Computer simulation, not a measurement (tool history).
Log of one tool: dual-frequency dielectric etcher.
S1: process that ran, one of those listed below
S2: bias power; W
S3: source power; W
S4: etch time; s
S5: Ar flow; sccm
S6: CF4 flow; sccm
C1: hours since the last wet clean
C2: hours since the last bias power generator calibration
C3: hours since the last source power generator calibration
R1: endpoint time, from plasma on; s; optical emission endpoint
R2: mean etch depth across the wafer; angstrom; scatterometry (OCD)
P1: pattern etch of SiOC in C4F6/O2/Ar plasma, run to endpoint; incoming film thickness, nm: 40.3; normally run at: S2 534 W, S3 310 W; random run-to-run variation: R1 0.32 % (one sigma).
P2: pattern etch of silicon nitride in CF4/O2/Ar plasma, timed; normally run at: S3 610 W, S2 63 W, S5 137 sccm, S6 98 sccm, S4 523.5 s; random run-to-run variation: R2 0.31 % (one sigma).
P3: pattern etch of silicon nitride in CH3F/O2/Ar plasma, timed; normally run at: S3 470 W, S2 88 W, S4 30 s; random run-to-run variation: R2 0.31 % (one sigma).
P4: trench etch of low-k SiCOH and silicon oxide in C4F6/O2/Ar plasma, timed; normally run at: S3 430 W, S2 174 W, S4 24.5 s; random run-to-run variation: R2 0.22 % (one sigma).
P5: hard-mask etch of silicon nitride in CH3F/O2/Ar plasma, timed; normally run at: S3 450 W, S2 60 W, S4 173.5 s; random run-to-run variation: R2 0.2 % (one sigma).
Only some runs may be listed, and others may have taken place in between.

run,hour,S1,S2,S3,S4,S5,S6,C1,C2,C3,R1,R2
1,6.6,P1,534,310,,,,265.9,1918.6,2547.8,14.627,
2,12.6,P5,77,450,173.5,,,271.9,1924.6,2553.8,,1291.7
3,19.4,P1,735,390,,,,278.7,1931.4,2560.6,11.876,
4,24.5,P2,48,610,523.5,137,98,283.8,1936.5,2565.7,,11105
5,30.6,P1,534,420,,,,289.9,1942.6,2571.8,13.065,
# hour 31.8: bias power generator calibrated
6,34.5,P5,60,450,173.5,,,293.8,2.7,2575.7,,1186.1
7,39.5,P2,63,610,644.5,137,98,298.8,7.7,2580.7,,15136
8,45.2,P1,344,390,,,,304.5,13.4,2586.4,15.741,
9,49.2,P4,174,430,16,,,308.5,17.4,2590.4,,496.74
10,53.3,P2,63,610,523.5,137,98,312.6,21.5,2594.5,,12415
11,59.4,P5,60,450,173.5,,,318.7,27.6,2600.6,,1186.1
12,66.1,P3,88,470,30,,,325.4,34.3,2607.3,,240.08
13,71,P1,324,430,,,,330.3,39.2,2612.2,15.543,
14,75.7,P5,60,450,227,,,335,43.9,2616.9,,1551
15,81.3,P4,174,340,24.5,,,340.6,49.5,2622.5,,690.96
16,87.3,P3,55,470,30,,,346.6,55.5,2628.5,,204.48
17,91.2,P1,434,310,,,,350.5,59.4,2632.4,15.84,
18,96.4,P1,534,310,,,,355.7,64.6,2637.6,14.583,
19,100,P1,534,310,,,,359.3,68.2,2641.2,14.593,
20,107.3,P2,63,610,523.5,91,98,366.6,75.5,2648.5,,13026
21,112,P4,174,430,24.5,,,371.3,80.2,2653.2,,761.8
22,119,P1,534,190,,,,378.3,87.2,2660.2,17.418,
23,125.8,P2,63,610,523.5,137,59,385.1,94,2667,,11479
24,129.2,P2,63,440,523.5,137,98,388.5,97.4,2670.4,,9328.4
25,134.7,P4,243,430,24.5,,,394,102.9,2675.9,,844.11
26,138.4,P2,63,610,523.5,137,98,397.7,106.6,2679.6,,12333
27,144.2,P3,88,270,30,,,403.5,112.4,2685.4,,196.54
28,150.5,P3,88,470,30,,,409.8,118.7,2691.7,,239.98
29,153.8,P1,642,310,,,,413.1,122,2695,13.616,
30,157.5,P4,174,430,24.5,,,416.8,125.7,2698.7,,763.65
31,163.3,P1,534,310,,,,422.6,131.5,2704.5,14.625,
32,168.4,P5,60,310,173.5,,,427.7,136.6,2709.6,,1027.3
33,172.9,P3,88,470,20.5,,,432.2,141.1,2714.1,,163.94
34,176,P1,534,310,,,,435.3,144.2,2717.2,14.663,
35,179.3,P1,534,310,,,,438.6,147.5,2720.5,14.63,
36,183.2,P1,534,310,,,,442.5,151.4,2724.4,14.514,
37,188.3,P1,534,310,,,,447.6,156.5,2729.5,14.403,
# hour 191.4: wet clean of the chamber
38,191.7,P1,534,310,,,,0.4,159.9,2732.9,14.486,
39,198,P1,534,310,,,,6.7,166.2,2739.2,14.352,
40,202.1,P1,534,310,,,,10.8,170.3,2743.3,14.406,
41,206.8,P1,534,310,,,,15.5,175,2748,14.346,
42,210.6,P1,534,310,,,,19.3,178.8,2751.8,14.434,

Something has made what P1 gives creep away from where it was; the 2 causes below, each at its own stated size, fit the log equally well:
A: bias power that arrives over what is set, % = 4.45
B: source power that arrives over what is set, % = 4.65
At approximately hour 176, the process output began to creep.
Each remaining cause and why it is not a fit:
chamber walls in a state that raises the etch rate, %: serviced after onset, at hour 191.4, with no recovery of the prior output

Of the 4 check runs listed below, each run on one wafer and each result written as a question mark, which would let you distinguish the listed causes because they would give clearly different results?
check 1,214.4,P2,63,610,523.5,91,98,,,,,?
check 2,214.4,P4,212,430,24.5,,,,,,,?
check 3,214.4,P5,72,370,173.5,,,,,,,?
check 4,214.4,P3,57,280,30,,,,,,,?

If the cause were each of the candidates in turn, the checks would give the following:
check,result,if A,if B
check 1,R2,13159,13462
check 2,R2,821.18,823.93
check 3,R2,1186.8,1189.3
check 4,R2,172.61,173.09
Distance between the nearest two causes, measured in the result of the check that separates them most: check 1 2.28 %; check 2 0.33 %; check 3 0.21 %; check 4 0.28 %
Check 1 tells the causes apart: in the others they would give nearly the same result.

With check 1 done, the readings were: R2 13148 angstrom. Identify which of the listed causes applies.

The correct cause is A, namely: bias power that arrives over what is set, %.

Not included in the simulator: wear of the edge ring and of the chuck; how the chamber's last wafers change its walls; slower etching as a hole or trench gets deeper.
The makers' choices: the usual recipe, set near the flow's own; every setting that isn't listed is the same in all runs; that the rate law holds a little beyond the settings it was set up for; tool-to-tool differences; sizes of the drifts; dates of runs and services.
